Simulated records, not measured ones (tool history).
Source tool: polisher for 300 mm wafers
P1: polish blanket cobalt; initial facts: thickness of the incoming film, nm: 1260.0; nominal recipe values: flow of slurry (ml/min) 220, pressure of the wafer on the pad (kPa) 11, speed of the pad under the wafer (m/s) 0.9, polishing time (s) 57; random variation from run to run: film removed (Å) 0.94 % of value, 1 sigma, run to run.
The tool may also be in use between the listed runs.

| run | hour | flow of slurry (ml/min) | pressure of the wafer on the pad (kPa) | speed of the pad under the wafer (m/s) | polishing time (s) | wafers polished on this pad | hours since the slurry nozzle was cleaned | hours since the head pressure was calibrated | film removed (Å) |
|---|---|---|---|---|---|---|---|---|---|
| 1 | 10.8 | 220 | 11 | 0.9 | 57 | 448 | 243.7 | 423.6 | 2326.6 |
| 2 | 17.3 | 220 | 11 | 0.9 | 57 | 495 | 250.2 | 430.1 | 2298.9 |
| 3 | 23.9 | 220 | 11 | 0.9 | 57 | 544 | 256.8 | 436.7 | 2313.7 |
| 4 | 29.1 | 220 | 11 | 0.58 | 80 | 581 | 262 | 441.9 | 2078.4 |
| 5 | 40.5 | 220 | 11 | 0.9 | 57 | 664 | 273.4 | 453.3 | 2305.1 |
| 6 | 46.4 | 330 | 11 | 0.9 | 57 | 707 | 279.3 | 459.2 | 2407.3 |
| 7 | 53.6 | 220 | 11 | 0.9 | 57 | 760 | 286.5 | 466.4 | 2285.7 |
|  | 55 | slurry nozzle cleaned |
| 8 | 60.5 | 220 | 11 | 1.38 | 57 | 810 | 5.6 | 473.3 | 3542.4 |
| 9 | 70.6 | 220 | 4.8 | 0.9 | 57 | 884 | 15.7 | 483.4 | 1010.4 |
|  | 74 | head pressure recalibrated |
| 10 | 80.9 | 220 | 17.2 | 0.9 | 57 | 959 | 26 | 6.9 | 3594.5 |
| 11 | 89 | 220 | 11 | 0.9 | 86 | 1018 | 34.1 | 15 | 3504.5 |
| 12 | 99.7 | 220 | 11 | 0.4 | 57 | 1096 | 44.8 | 25.7 | 1015.3 |
| 13 | 104.8 | 220 | 11 | 0.9 | 57 | 1133 | 49.9 | 30.8 | 2308.1 |
| 14 | 115.3 | 130 | 11 | 0.9 | 57 | 1209 | 60.4 | 41.3 | 2134.7 |
| 15 | 122.3 | 220 | 11 | 0.9 | 34 | 1260 | 67.4 | 48.3 | 1373.5 |
| 16 | 128.5 | 220 | 11 | 0.9 | 57 | 1305 | 73.6 | 54.5 | 2323.8 |
| 17 | 135.8 | 220 | 11 | 0.9 | 57 | 1359 | 80.9 | 61.8 | 2288.5 |
| 18 | 143.9 | 220 | 11 | 0.9 | 57 | 1418 | 89 | 69.9 | 2243.9 |
| 19 | 149.4 | 220 | 11 | 0.9 | 57 | 1458 | 94.5 | 75.4 | 2228.6 |
| 20 | 156.6 | 220 | 11 | 0.9 | 57 | 1510 | 101.7 | 82.6 | 2207.6 |
| 21 | 162.8 | 220 | 11 | 0.9 | 57 | 1555 | 107.9 | 88.8 | 2230.5 |
| 22 | 173.8 | 220 | 11 | 0.9 | 57 | 1635 | 118.9 | 99.8 | 2202.5 |
|  | 176.6 | head pressure recalibrated |
| 23 | 182.9 | 220 | 11 | 0.9 | 57 | 1702 | 128 | 6.3 | 2153 |
| 24 | 191.7 | 220 | 11 | 0.9 | 57 | 1766 | 136.8 | 15.1 | 2155.8 |
| 25 | 201 | 220 | 11 | 0.9 | 57 | 1833 | 146.1 | 24.4 | 2161.5 |
| 26 | 212.3 | 220 | 11 | 0.9 | 57 | 1916 | 157.4 | 35.7 | 2176.3 |
| 27 | 222.6 | 220 | 11 | 0.9 | 57 | 1991 | 167.7 | 46 | 2160.8 |

What P1 gives has crept away from where it was. These 2 causes fit the log equally well, each at the size given:
A: removal rate lost through wear of the pad, % = 6
B: slurry flow missing at the pad, % = 34.1
Onset of the creep was near hour 135.8.
Why every other cause is out:
head's pressure below its setpoint, %: serviced at hour 176.6, after the change had begun; the process did not return to its earlier output

Below are 4 check runs, each averaged over 3 wafers, with their results shown as question marks. Which of them would give clearly different results depending on which cause is behind the drift?
| check 1 | 232.9 | 220 | 16.5 | 0.66 | 57 |  |  |  | ? |
| check 2 | 232.9 | 130 | 11 | 0.9 | 57 |  |  |  | ? |
| check 3 | 232.9 | 220 | 11 | 0.4 | 41 |  |  |  | ? |
| check 4 | 232.9 | 220 | 11 | 1.34 | 39 |  |  |  | ? |

Predicted outcomes, by check and by cause:
| check | result | if A | if B |
|---|---|---|---|
| check 1 | film removed (Å) | 2383.6 | 2383.2 |
| check 2 | film removed (Å) | 1995.1 | 1920.1 |
| check 3 | film removed (Å) | 692.72 | 692.62 |
| check 4 | film removed (Å) | 2207.4 | 2207.1 |
Per check, the gap between the least separated pair of causes, taken in the result that splits them most: check 1 0.02 %; check 2 3.83 %; check 3 0.02 %; check 4 0.02 %
Only in check 2 would the causes give clearly different results; in the remaining checks their results would be nearly the same.

Check 2 was carried out, with these results: film removed (Å) 1993. Which of the listed causes is responsible?

It is A: removal rate lost through wear of the pad, %.
